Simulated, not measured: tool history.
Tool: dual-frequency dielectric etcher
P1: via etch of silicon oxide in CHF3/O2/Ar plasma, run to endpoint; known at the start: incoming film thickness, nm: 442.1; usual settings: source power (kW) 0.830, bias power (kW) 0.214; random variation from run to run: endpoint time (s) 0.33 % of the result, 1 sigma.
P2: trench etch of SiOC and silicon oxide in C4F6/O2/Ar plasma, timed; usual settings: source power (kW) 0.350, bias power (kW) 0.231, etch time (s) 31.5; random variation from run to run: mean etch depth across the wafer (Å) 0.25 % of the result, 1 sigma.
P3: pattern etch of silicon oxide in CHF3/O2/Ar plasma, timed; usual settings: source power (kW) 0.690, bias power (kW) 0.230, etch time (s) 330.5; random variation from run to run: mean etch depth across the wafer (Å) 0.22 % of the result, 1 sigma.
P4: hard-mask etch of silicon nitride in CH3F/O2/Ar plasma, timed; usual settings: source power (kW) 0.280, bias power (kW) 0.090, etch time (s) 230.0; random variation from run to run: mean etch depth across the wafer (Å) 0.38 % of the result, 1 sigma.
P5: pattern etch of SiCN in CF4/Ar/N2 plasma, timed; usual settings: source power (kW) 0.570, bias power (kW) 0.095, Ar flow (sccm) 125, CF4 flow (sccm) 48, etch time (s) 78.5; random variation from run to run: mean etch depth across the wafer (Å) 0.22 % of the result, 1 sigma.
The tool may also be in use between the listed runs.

| run | hour | process that ran | source power (kW) | bias power (kW) | etch time (s) | Ar flow (sccm) | CF4 flow (sccm) | endpoint time (s) | mean etch depth across the wafer (Å) |
|---|---|---|---|---|---|---|---|---|---|
| 1 | 4.4 | P1 | 0.830 | 0.214 |  |  |  | 183.56 |  |
| 2 | 8.9 | P3 | 0.440 | 0.230 | 330.5 |  |  |  | 6264.60 |
| 3 | 15.2 | P4 | 0.280 | 0.090 | 230.0 |  |  |  | 1525.70 |
| 4 | 20.3 | P4 | 0.360 | 0.090 | 230.0 |  |  |  | 1663.00 |
| 5 | 24.3 | P5 | 0.570 | 0.095 | 43.0 | 125 | 48 |  | 460.98 |
| 6 | 30.3 | P1 | 1.180 | 0.214 |  |  |  | 158.68 |  |
| 7 | 33.8 | P1 | 0.830 | 0.214 |  |  |  | 182.23 |  |
| 8 | 40.2 | P2 | 0.490 | 0.231 | 31.5 |  |  |  | 743.89 |
| 9 | 45.5 | P1 | 0.830 | 0.214 |  |  |  | 181.50 |  |
| 10 | 51.5 | P5 | 0.570 | 0.095 | 78.5 | 125 | 48 |  | 842.45 |
| 11 | 56.7 | P5 | 0.570 | 0.095 | 78.5 | 161 | 48 |  | 808.04 |
| 12 | 62.2 | P2 | 0.350 | 0.231 | 24.0 |  |  |  | 495.74 |
| 13 | 67.2 | P4 | 0.280 | 0.090 | 332.0 |  |  |  | 2201.60 |
| 14 | 70.9 | P2 | 0.350 | 0.324 | 31.5 |  |  |  | 731.98 |
| 15 | 76.4 | P1 | 1.040 | 0.165 |  |  |  | 182.17 |  |
| 16 | 82.0 | P1 | 0.990 | 0.293 |  |  |  | 152.45 |  |
| 17 | 86.7 | P5 | 0.570 | 0.056 | 78.5 | 125 | 48 |  | 690.18 |
| 18 | 91.2 | P1 | 1.080 | 0.271 |  |  |  | 151.72 |  |
| 19 | 97.0 | P5 | 0.430 | 0.095 | 78.5 | 125 | 48 |  | 661.34 |
| 20 | 101.3 | P3 | 0.690 | 0.230 | 212.0 |  |  |  | 4765.40 |
| 21 | 104.8 | P3 | 0.690 | 0.230 | 330.5 |  |  |  | 7434.90 |
| 22 | 110.2 | P1 | 0.830 | 0.262 |  |  |  | 169.33 |  |
| 23 | 116.2 | P5 | 0.570 | 0.095 | 78.5 | 125 | 48 |  | 841.07 |
|  | 118.2 | bias power generator calibrated |
| 24 | 122.6 | P4 | 0.280 | 0.090 | 230.0 |  |  |  | 1519.40 |
| 25 | 128.8 | P1 | 0.830 | 0.214 |  |  |  | 181.79 |  |
| 26 | 135.3 | P3 | 0.690 | 0.230 | 330.5 |  |  |  | 7432.90 |
| 27 | 140.6 | P1 | 0.520 | 0.214 |  |  |  | 218.26 |  |
| 28 | 144.6 | P5 | 0.570 | 0.095 | 78.5 | 125 | 64 |  | 880.56 |
| 29 | 148.4 | P4 | 0.280 | 0.126 | 230.0 |  |  |  | 1747.60 |
| 30 | 153.0 | P2 | 0.350 | 0.231 | 31.5 |  |  |  | 647.36 |
| 31 | 159.2 | P1 | 0.830 | 0.134 |  |  |  | 212.79 |  |
| 32 | 165.2 | P3 | 0.690 | 0.165 | 330.5 |  |  |  | 6634.80 |
| 33 | 169.6 | P1 | 0.830 | 0.214 |  |  |  | 181.82 |  |
| 34 | 174.6 | P1 | 0.830 | 0.214 |  |  |  | 184.16 |  |
| 35 | 181.3 | P1 | 0.830 | 0.214 |  |  |  | 184.10 |  |
| 36 | 184.4 | P1 | 0.830 | 0.214 |  |  |  | 184.09 |  |
|  | 188.2 | wet clean of the chamber |
| 37 | 189.7 | P1 | 0.830 | 0.214 |  |  |  | 185.04 |  |
| 38 | 193.4 | P1 | 0.830 | 0.214 |  |  |  | 184.67 |  |
| 39 | 197.2 | P1 | 0.830 | 0.214 |  |  |  | 184.46 |  |
| 40 | 202.6 | P1 | 0.830 | 0.214 |  |  |  | 185.03 |  |
| 41 | 207.8 | P1 | 0.830 | 0.214 |  |  |  | 185.78 |  |

What P1 gives has crept away from where it was. These 2 causes fit the log equally well, each at the size given:
A: bias power that arrives under what is set, % = 4.77
B: source power that arrives under what is set, % = 4.25
The creep began at about hour 169.6.
Why every other cause is out:
chamber walls in a state that lowers the etch rate, %: serviced at hour 188.2, which brought nothing back

4 check runs are offered, one wafer each, their results left as question marks. Which one tells the causes apart?
| check 1 | 213.0 | P2 | 0.350 | 0.268 | 31.5 |  |  |  | ? |
| check 2 | 213.0 | P5 | 0.570 | 0.061 | 61.0 | 125 | 48 |  | ? |
| check 3 | 213.0 | P3 | 0.490 | 0.230 | 215.5 |  |  |  | ? |
| check 4 | 213.0 | P4 | 0.280 | 0.125 | 230.0 |  |  |  | ? |

What each check would give under each cause:
| check | result | if A | if B |
|---|---|---|---|
| check 1 | mean etch depth across the wafer (Å) | 673.95 | 674.17 |
| check 2 | mean etch depth across the wafer (Å) | 544.13 | 533.29 |
| check 3 | mean etch depth across the wafer (Å) | 4184.70 | 4189.10 |
| check 4 | mean etch depth across the wafer (Å) | 1691.40 | 1696.70 |
How far apart the two closest causes lie, in the result that separates them most: check 1 0.03 %; check 2 2.01 %; check 3 0.1 %; check 4 0.31 %
Check 2 tells the causes apart: in the others they would give nearly the same result.

Check 2 was then run and gave: mean etch depth across the wafer (Å) 533.74. Which cause is it?

It is B: source power that arrives under what is set, %.

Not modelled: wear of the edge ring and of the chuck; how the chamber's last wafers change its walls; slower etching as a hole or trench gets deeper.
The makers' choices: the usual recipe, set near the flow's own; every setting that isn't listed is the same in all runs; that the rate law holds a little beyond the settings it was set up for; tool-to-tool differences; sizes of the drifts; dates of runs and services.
